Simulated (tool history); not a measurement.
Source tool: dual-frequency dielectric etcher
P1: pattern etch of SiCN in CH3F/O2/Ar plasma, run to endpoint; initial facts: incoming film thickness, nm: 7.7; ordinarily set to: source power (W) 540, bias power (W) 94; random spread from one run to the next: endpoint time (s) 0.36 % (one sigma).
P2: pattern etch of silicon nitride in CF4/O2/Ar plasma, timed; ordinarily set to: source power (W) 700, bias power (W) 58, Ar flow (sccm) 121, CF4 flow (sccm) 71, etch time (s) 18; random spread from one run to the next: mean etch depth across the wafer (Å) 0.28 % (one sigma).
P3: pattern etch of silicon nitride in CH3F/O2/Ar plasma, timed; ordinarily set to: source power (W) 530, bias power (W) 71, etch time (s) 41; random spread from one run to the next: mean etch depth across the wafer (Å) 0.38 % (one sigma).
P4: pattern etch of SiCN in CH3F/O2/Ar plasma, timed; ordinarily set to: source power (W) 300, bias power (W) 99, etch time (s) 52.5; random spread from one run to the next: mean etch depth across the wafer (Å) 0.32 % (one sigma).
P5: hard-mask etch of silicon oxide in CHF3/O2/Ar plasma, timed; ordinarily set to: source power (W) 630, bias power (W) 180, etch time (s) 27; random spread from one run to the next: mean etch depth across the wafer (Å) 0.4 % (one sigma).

run   hour  process that ran  source power (W)  bias power (W)  etch time (s)  Ar flow (sccm)  CF4 flow (sccm)  endpoint time (s)  mean etch depth across the wafer (Å)
  1   10.6                P1               540              94                                                             15.908
  2   28.3                P3               530              71           22.5                                                                                    174.25
  3   36.6                P1               410              94                                                              17.42
  4   49.6                P1               540              94                                                             15.676
  5   64.9                P3               530              71             41                                                                                    316.89
  6   78.6                P2               700              58             18             121               71                                                   457.19
  7   96.4                P1               400             120                                                              16.09
  8  109.1                P5               630             180             27                                                                                    556.94
  9  122.7                P2               700              58             10             121               71                                                   254.07
 10  134.5                P3               530              86             41                                                                                     336.1
 11  150.2                P1               540              73                                                              17.32
 12  167.1                P2               700              58             18             121               51                                                   435.21
 13  178.4                P1               540              94                                                             15.832
 14  193.8                P3               360              71             41                                                                                    271.72
 15  204.4                P5               380             180             27                                                                                    461.19
 16  214.1                P5               630             180           36.5                                                                                    756.99
 17  232.7                P1               750              94                                                             13.998
 18  242.1                P1               540             121                                                             14.356
 19  256.9                P1               540              94                                                             15.835
 20  274.6                P2               700              58             18             121               71                                                   459.32
 21  288.2                P2               700              45             18             121               71                                                   414.94
 22  302.3                P4               210              99           52.5                                                                                    169.78
 23  312.2                P2               700              58             18             166               71                                                   437.79
     322.4  -- source power generator calibrated
 24  328.1                P4               300              99           52.5                                                                                    192.97
 25  338.4                P5               630             119             27                                                                                     488.4
 26  355.1                P1               660             123                                                             13.232
 27  370.4                P1               360             110                                                             17.294
 28  385.4                P5               630             180             27                                                                                    558.97
 29  403.6                P1               540              94                                                             15.895
 30    422                P4               300              99           52.5                                                                                    194.03
 31  439.1                P2               420              58             18             121               71                                                   294.91
 32  448.9                P4               300              99             66                                                                                    241.99
 33  459.6                P4               300              75           52.5                                                                                    173.11
 34  475.1                P1               540              94                                                             15.819

Predict the results of run 35:
 35  483.7                P1               540              94                                                                  ?

{"run 35": {"endpoint time (s)": 15.927}}
